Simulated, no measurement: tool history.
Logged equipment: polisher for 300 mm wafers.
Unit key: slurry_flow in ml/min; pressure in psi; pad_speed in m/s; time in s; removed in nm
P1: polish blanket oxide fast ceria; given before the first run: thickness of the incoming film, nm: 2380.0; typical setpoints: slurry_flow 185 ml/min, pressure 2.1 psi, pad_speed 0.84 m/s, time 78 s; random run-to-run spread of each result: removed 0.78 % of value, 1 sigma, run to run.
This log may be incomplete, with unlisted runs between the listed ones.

| run | hour | slurry_flow | pressure | pad_speed | time | removed |
|---|---|---|---|---|---|---|
| 1 | 7.7 | 185 | 2.1 | 0.84 | 78 | 704.94 |
| 2 | 16.4 | 185 | 2.1 | 0.84 | 78 | 695.98 |
| 3 | 25.4 | 185 | 2.1 | 0.50 | 78 | 420.25 |
| 4 | 32.7 | 285 | 2.1 | 1.22 | 78 | 1076.00 |
| 5 | 42.4 | 185 | 2.1 | 0.84 | 78 | 699.93 |
| 6 | 54.6 | 185 | 2.1 | 1.24 | 78 | 1014.80 |
| 7 | 62.7 | 185 | 2.8 | 0.84 | 78 | 927.39 |
| 8 | 69.7 | 185 | 2.1 | 0.84 | 78 | 697.34 |
| 9 | 83.1 | 185 | 1.2 | 1.24 | 78 | 599.15 |
| 10 | 90.7 | 185 | 2.1 | 0.84 | 123 | 1090.50 |
| 11 | 103.5 | 185 | 1.6 | 0.84 | 78 | 533.08 |
| 12 | 117.2 | 255 | 2.1 | 0.84 | 78 | 720.81 |
| 13 | 129.6 | 110 | 2.1 | 0.84 | 78 | 629.23 |
| 14 | 138.2 | 185 | 2.1 | 0.84 | 78 | 691.62 |
| 15 | 152.1 | 185 | 2.1 | 0.84 | 36 | 321.48 |
| 16 | 162.9 | 185 | 2.1 | 0.84 | 78 | 700.13 |
| 17 | 172.7 | 185 | 2.1 | 0.84 | 78 | 678.01 |

Run 18 has not been measured yet. What should we expect?
| 18 | 180.0 | 185 | 2.1 | 0.84 | 78 | ? |

removed: 672.10 nm
